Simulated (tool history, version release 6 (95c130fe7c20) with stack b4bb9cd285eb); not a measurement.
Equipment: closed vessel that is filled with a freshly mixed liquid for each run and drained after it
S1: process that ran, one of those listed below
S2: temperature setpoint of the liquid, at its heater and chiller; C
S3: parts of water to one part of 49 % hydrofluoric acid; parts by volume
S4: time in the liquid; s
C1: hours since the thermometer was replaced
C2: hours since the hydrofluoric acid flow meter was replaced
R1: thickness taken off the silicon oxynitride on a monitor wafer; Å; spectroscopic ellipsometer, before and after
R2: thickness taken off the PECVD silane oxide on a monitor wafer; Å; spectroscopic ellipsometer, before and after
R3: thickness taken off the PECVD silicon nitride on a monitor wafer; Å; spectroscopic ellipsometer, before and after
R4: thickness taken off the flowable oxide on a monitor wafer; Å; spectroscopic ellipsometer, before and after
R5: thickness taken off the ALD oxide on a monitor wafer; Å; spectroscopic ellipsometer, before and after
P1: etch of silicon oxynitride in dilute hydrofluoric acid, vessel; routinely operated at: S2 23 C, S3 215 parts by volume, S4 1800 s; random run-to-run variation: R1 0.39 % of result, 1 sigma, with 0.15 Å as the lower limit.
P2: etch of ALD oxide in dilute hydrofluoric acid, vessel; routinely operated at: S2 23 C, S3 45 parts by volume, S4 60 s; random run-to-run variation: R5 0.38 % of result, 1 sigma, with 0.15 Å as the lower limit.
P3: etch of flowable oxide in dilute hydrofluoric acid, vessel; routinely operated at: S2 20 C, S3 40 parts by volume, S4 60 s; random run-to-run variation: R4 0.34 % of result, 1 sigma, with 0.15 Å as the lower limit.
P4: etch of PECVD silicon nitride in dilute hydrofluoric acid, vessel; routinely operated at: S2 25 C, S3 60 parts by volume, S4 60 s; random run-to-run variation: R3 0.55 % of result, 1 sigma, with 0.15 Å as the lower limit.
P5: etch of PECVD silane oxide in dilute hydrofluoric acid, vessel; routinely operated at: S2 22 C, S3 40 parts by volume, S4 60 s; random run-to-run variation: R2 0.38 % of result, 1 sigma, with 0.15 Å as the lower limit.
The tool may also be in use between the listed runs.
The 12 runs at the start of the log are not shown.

Run 13, hour 59.1: S1 P2, S2 23 C, S3 45 parts by volume, S4 60 s; C1 296.7; C2 1616.2. Result: R5 134.77 Å.
Run 14, hour 62.1: S1 P2, S2 23 C, S3 45 parts by volume, S4 60 s; C1 299.7; C2 1619.2. Result: R5 135.09 Å.
Run 15, hour 68: S1 P4, S2 31.5 C, S3 60 parts by volume, S4 60 s; C1 305.6; C2 1625.1. Result: R3 93.744 Å.
Run 16, hour 73.8: S1 P1, S2 17 C, S3 215 parts by volume, S4 1800 s; C1 311.4; C2 1630.9. Result: R1 80.897 Å.
Run 17, hour 78.7: S1 P3, S2 20 C, S3 40 parts by volume, S4 60 s; C1 316.3; C2 1635.8. Result: R4 532.13 Å.
Run 18, hour 82.9: S1 P2, S2 17 C, S3 45 parts by volume, S4 60 s; C1 320.5; C2 1640. Result: R5 104.68 Å.
Run 19, hour 87.5: S1 P5, S2 22 C, S3 20 parts by volume, S4 60 s; C1 325.1; C2 1644.6. Result: R2 885.11 Å.
Run 20, hour 93.2: S1 P3, S2 24 C, S3 40 parts by volume, S4 60 s; C1 330.8; C2 1650.3. Result: R4 632.63 Å.
Run 21, hour 99.2: S1 P2, S2 23 C, S3 45 parts by volume, S4 110 s; C1 336.8; C2 1656.3. Result: R5 246.86 Å.
Run 22, hour 105.3: S1 P1, S2 23 C, S3 215 parts by volume, S4 1800 s; C1 342.9; C2 1662.4. Result: R1 105.08 Å.
Run 23, hour 109.4: S1 P1, S2 23 C, S3 90 parts by volume, S4 1800 s; C1 347; C2 1666.5. Result: R1 278.91 Å.
Run 24, hour 112.9: S1 P5, S2 22 C, S3 40 parts by volume, S4 60 s; C1 350.5; C2 1670. Result: R2 431.47 Å.
Run 25, hour 116.6: S1 P1, S2 23 C, S3 215 parts by volume, S4 1800 s; C1 354.2; C2 1673.7. Result: R1 106.83 Å.
Run 26, hour 120.4: S1 P1, S2 23 C, S3 215 parts by volume, S4 1800 s; C1 358; C2 1677.5. Result: R1 106.34 Å.
Run 27, hour 123.5: S1 P1, S2 27.5 C, S3 215 parts by volume, S4 1800 s; C1 361.1; C2 1680.6. Result: R1 129.01 Å.
Run 28, hour 127.4: S1 P2, S2 23 C, S3 75 parts by volume, S4 60 s; C1 365; C2 1684.5. Result: R5 77.853 Å.
Run 29, hour 133.5: S1 P1, S2 23 C, S3 215 parts by volume, S4 3170 s; C1 371.1; C2 1690.6. Result: R1 185.96 Å.
Run 30, hour 139.8: S1 P1, S2 23 C, S3 215 parts by volume, S4 1800 s; C1 377.4; C2 1696.9. Result: R1 105.43 Å.
Run 31, hour 145.6: S1 P1, S2 23 C, S3 380 parts by volume, S4 520 s; C1 383.2; C2 1702.7. Result: R1 15.534 Å.
Run 32, hour 150.4: S1 P1, S2 23 C, S3 305 parts by volume, S4 1800 s; C1 388; C2 1707.5. Result: R1 69.987 Å.
Run 33, hour 155: S1 P5, S2 22 C, S3 40 parts by volume, S4 30 s; C1 392.6; C2 1712.1. Result: R2 216.68 Å.
Run 34, hour 160.6: S1 P1, S2 23 C, S3 215 parts by volume, S4 1800 s; C1 398.2; C2 1717.7. Result: R1 106.02 Å.
Run 35, hour 164.4: S1 P1, S2 23 C, S3 215 parts by volume, S4 1800 s; C1 402; C2 1721.5. Result: R1 102.78 Å.

Estimate the outcome of run 36 from the log above:
Run 36, hour 170.6: S1 P1, S2 23 C, S3 215 parts by volume, S4 1800 s; C1 408.2; C2 1727.7. Result: R1 ?.

R1: 100.46 Å
